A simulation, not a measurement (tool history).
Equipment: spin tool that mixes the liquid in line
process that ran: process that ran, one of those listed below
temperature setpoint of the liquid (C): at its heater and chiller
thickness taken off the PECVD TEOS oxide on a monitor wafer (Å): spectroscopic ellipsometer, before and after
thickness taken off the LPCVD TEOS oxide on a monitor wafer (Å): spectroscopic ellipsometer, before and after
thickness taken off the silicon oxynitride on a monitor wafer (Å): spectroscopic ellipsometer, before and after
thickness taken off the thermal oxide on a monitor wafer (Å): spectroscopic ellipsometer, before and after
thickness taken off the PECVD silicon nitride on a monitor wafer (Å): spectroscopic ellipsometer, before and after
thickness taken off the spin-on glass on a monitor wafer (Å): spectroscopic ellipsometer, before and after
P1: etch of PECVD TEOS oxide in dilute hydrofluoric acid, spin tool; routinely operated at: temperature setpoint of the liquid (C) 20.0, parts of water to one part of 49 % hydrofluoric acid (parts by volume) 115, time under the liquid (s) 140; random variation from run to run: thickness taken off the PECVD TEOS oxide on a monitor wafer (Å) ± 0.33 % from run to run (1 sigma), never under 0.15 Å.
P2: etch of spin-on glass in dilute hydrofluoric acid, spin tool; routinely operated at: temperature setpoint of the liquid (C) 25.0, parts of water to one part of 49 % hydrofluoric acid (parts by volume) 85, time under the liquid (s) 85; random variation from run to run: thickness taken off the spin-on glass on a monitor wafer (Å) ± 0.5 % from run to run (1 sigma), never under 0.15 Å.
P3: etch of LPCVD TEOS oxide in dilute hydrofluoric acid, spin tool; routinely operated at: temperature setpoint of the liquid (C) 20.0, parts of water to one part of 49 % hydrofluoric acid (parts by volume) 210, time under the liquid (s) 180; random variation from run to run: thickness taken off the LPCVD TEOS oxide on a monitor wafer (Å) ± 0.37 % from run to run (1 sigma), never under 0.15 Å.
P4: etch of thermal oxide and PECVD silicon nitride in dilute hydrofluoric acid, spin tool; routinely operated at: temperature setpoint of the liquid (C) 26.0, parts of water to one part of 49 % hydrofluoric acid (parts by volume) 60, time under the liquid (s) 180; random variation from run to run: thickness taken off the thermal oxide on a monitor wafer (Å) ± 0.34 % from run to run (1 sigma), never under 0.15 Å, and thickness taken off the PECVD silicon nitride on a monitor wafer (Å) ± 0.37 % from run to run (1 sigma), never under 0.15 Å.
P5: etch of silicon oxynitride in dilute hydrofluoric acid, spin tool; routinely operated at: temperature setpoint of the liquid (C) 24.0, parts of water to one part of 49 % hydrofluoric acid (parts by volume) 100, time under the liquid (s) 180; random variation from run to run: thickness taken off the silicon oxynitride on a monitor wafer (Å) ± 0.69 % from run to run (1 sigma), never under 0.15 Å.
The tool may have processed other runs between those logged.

| run | hour | process that ran | temperature setpoint of the liquid (C) | parts of water to one part of 49 % hydrofluoric acid (parts by volume) | time under the liquid (s) | thickness taken off the PECVD TEOS oxide on a monitor wafer (Å) | thickness taken off the LPCVD TEOS oxide on a monitor wafer (Å) | thickness taken off the silicon oxynitride on a monitor wafer (Å) | thickness taken off the thermal oxide on a monitor wafer (Å) | thickness taken off the PECVD silicon nitride on a monitor wafer (Å) | thickness taken off the spin-on glass on a monitor wafer (Å) |
|---|---|---|---|---|---|---|---|---|---|---|---|
| 1 | 9.5 | P1 | 20.0 | 115 | 140 | 232.72 |  |  |  |  |  |
| 2 | 16.9 | P1 | 17.0 | 75 | 140 | 330.52 |  |  |  |  |  |
| 3 | 26.9 | P3 | 20.0 | 210 | 80 |  | 82.441 |  |  |  |  |
| 4 | 38.0 | P1 | 20.0 | 115 | 140 | 231.90 |  |  |  |  |  |
| 5 | 48.3 | P3 | 25.5 | 210 | 180 |  | 227.810 |  |  |  |  |
| 6 | 56.1 | P1 | 20.0 | 115 | 140 | 232.82 |  |  |  |  |  |
| 7 | 65.7 | P5 | 24.0 | 175 | 180 |  |  | 21.086 |  |  |  |
| 8 | 72.5 | P5 | 24.0 | 100 | 180 |  |  | 38.780 |  |  |  |
| 9 | 81.8 | P1 | 20.0 | 115 | 25 | 41.45 |  |  |  |  |  |
| 10 | 87.8 | P4 | 26.0 | 60 | 360 |  |  |  | 337.600 | 164.760 |  |
| 11 | 93.1 | P2 | 25.0 | 55 | 85 |  |  |  |  |  | 559.92 |
| 12 | 102.5 | P3 | 20.0 | 35 | 180 |  | 1347.700 |  |  |  |  |
| 13 | 110.8 | P4 | 26.0 | 60 | 180 |  |  |  | 169.770 | 81.614 |  |
| 14 | 121.9 | P1 | 20.0 | 25 | 140 | 1195.80 |  |  |  |  |  |
| 15 | 130.3 | P1 | 17.0 | 115 | 140 | 205.84 |  |  |  |  |  |
|  | 131.4 | hydrofluoric acid flow meter replaced |
| 16 | 137.0 | P4 | 26.0 | 60 | 180 |  |  |  | 168.830 | 82.401 |  |
| 17 | 147.9 | P4 | 26.0 | 110 | 180 |  |  |  | 86.533 | 45.190 |  |
| 18 | 158.9 | P5 | 24.0 | 100 | 100 |  |  | 21.960 |  |  |  |
| 19 | 165.1 | P1 | 20.0 | 115 | 140 | 233.24 |  |  |  |  |  |
| 20 | 175.5 | P1 | 25.5 | 115 | 140 | 290.08 |  |  |  |  |  |
| 21 | 181.3 | P1 | 20.0 | 115 | 260 | 430.92 |  |  |  |  |  |

Run 22 has not been measured yet. What should we expect?
| 22 | 191.5 | P3 | 20.0 | 210 | 180 |  | ? |  |  |  |  |

Run 22 measured thickness taken off the LPCVD TEOS oxide on a monitor wafer (Å) 186.260.
